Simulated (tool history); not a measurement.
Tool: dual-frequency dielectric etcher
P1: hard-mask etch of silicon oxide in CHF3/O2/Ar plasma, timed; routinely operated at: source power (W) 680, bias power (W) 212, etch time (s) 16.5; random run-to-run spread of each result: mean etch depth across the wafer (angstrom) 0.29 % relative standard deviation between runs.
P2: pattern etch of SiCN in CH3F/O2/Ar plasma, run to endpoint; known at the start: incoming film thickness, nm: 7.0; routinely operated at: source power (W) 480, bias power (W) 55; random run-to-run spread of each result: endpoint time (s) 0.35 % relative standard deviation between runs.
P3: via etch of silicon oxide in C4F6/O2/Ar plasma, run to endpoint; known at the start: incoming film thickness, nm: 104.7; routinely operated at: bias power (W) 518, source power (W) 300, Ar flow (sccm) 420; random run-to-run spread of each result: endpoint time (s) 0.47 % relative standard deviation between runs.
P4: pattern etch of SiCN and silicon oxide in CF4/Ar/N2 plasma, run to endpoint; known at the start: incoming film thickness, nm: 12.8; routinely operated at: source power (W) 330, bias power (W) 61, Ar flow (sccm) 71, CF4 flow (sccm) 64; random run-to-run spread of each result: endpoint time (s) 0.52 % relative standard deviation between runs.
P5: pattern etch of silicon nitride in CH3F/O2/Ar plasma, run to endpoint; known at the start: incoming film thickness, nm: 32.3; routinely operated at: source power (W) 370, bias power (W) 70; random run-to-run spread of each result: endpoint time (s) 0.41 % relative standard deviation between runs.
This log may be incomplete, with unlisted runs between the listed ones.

run	hour	process that ran	source power (W)	bias power (W)	etch time (s)	Ar flow (sccm)	CF4 flow (sccm)	mean etch depth across the wafer (angstrom)	endpoint time (s)
1	7.1	P1	680	212	16.5			362.33	
2	15.0	P4	330	61		71	64		19.739
3	21.0	P1	680	212	12.5			274.81	
4	29.3	P2	480	55					19.431
5	35.2	P3	300	518		420			26.780
6	40.4	P1	680	212	23.0			507.33	
7	47.5	P4	330	61		71	90		18.706
8	55.8	P4	330	61		55	64		19.099
9	60.6	P3	300	316		420			32.133
10	66.2	P1	680	158	12.0			239.31	
11	71.2	P1	960	212	16.5			413.72	
12	75.8	P4	330	61		71	64		19.856
13	85.0	P1	680	167	16.5			334.68	
14	91.6	P3	300	518		250			25.200
15	97.7	P3	220	518		420			30.118
16	102.7	P1	680	212	16.5			363.34	
17	111.3	P1	680	212	16.5			362.65	
18	117.5	P1	680	212	16.5			364.27	
19	122.8	P4	330	38		71	64		22.611
20	131.5	P5	370	70					45.387
21	137.5	P5	510	70					40.070
22	143.5	P1	680	212	16.5			362.51	
23	151.8	P2	480	55					19.545
24	156.5	P1	680	276	16.5			398.66	
25	165.2	P4	260	61		71	64		24.185
26	171.0	P2	300	55					23.465
27	178.9	P5	370	70					45.623
28	186.0	P2	480	33					22.869
29	192.8	P1	550	212	16.5			333.41	
30	201.0	P5	370	97					40.768
31	209.9	P1	680	212	16.5			363.13	
32	214.8	P1	680	212	16.5			360.85	
33	222.6	P1	680	212	16.5			358.39	
34	231.6	P1	680	212	16.5			359.11	
# hour 237.8: wet clean of the chamber
35	238.4	P1	680	212	16.5			358.15	
36	242.6	P1	680	212	16.5			356.87	
37	250.9	P1	680	212	16.5			357.74	
38	256.9	P1	680	212	16.5			356.60	

The output of P1 has drifted from where it used to be. Each of the 2 causes below, taken at the size shown beside it, accounts for the log equally well:
A: bias power that arrives under what is set, % = 4.12
B: source power that arrives under what is set, % = 3.73
The process output started creeping at around hour 209.9.
Ruled out, with reasons:
chamber walls in a state that lowers the etch rate, %: serviced at hour 237.8, which brought nothing back

4 check runs are offered, each on 3 wafers whose results are averaged, their results left as question marks. Which one tells the causes apart?
check 1	262.9	P3	240	518		420			?
check 2	262.9	P4	330	40		71	89		?
check 3	262.9	P2	480	35					?
check 4	262.9	P5	430	89					?

How each check would come out, cause by cause:
check	result	if A	if B
check 1	endpoint time (s)	29.577	29.510
check 2	endpoint time (s)	21.670	22.172
check 3	endpoint time (s)	22.699	22.773
check 4	endpoint time (s)	40.104	40.076
Distance between the nearest two causes, measured in the result of the check that separates them most: check 1 0.23 %; check 2 2.29 %; check 3 0.32 %; check 4 0.07 %
The causes can be told apart only by check 2. The other checks would give nearly the same results under each of them.

Check 2 was then run and gave: endpoint time (s) 22.130. Which cause is it?

It is B: source power that arrives under what is set, %.
